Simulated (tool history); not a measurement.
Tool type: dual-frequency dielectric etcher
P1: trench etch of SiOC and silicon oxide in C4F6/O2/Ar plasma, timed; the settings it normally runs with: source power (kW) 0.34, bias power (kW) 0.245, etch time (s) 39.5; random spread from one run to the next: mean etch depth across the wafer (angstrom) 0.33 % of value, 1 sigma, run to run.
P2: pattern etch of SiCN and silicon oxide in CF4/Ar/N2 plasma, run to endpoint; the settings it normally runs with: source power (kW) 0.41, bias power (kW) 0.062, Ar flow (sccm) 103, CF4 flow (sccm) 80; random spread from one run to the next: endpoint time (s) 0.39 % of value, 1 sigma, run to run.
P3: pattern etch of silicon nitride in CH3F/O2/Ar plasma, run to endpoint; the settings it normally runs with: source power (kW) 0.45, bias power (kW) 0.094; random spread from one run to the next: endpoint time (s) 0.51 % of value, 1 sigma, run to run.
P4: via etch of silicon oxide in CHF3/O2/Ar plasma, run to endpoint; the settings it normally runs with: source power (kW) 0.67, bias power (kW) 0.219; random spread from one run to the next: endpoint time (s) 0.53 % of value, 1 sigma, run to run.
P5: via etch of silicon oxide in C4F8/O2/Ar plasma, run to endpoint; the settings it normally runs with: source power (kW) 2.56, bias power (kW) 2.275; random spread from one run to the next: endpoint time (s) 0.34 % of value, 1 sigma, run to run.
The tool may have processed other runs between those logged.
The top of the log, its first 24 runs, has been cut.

run,day,process that ran,source power (kW),bias power (kW),etch time (s),Ar flow (sccm),CF4 flow (sccm),hours since the last wet clean,hours since the last source power generator calibration,hours since the last bias power generator calibration,mean etch depth across the wafer (angstrom),endpoint time (s)
25,13.55,P1,0.34,0.158,22,,,488.2,224.9,69.5,387.67,
26,13.933,P3,0.45,0.133,,,,497.4,234.1,78.7,,34.446
27,14.571,P3,0.45,0.094,,,,512.7,249.4,94,,38.88
28,14.938,P1,0.27,0.245,39.5,,,521.5,258.2,102.8,736.15,
29,15.508,P1,0.34,0.162,39.5,,,535.2,271.9,116.5,704.71,
30,16.162,P1,0.34,0.245,39.5,,,550.9,287.6,132.2,807.11,
31,16.746,P1,0.34,0.245,39.5,,,564.9,301.6,146.2,808.53,
32,17.1,P1,0.34,0.245,39.5,,,573.4,310.1,154.7,815.94,
33,17.608,P1,0.34,0.245,39.5,,,585.6,322.3,166.9,817.27,
34,18.192,P1,0.34,0.245,39.5,,,599.6,336.3,180.9,813.26,

Forecast run 35:
# day 18.229: wet clean of the chamber
35,18.846,P1,0.34,0.245,39.5,,,14.9,352,196.6,?,

Run 35 measured mean etch depth across the wafer (angstrom) 813.36.

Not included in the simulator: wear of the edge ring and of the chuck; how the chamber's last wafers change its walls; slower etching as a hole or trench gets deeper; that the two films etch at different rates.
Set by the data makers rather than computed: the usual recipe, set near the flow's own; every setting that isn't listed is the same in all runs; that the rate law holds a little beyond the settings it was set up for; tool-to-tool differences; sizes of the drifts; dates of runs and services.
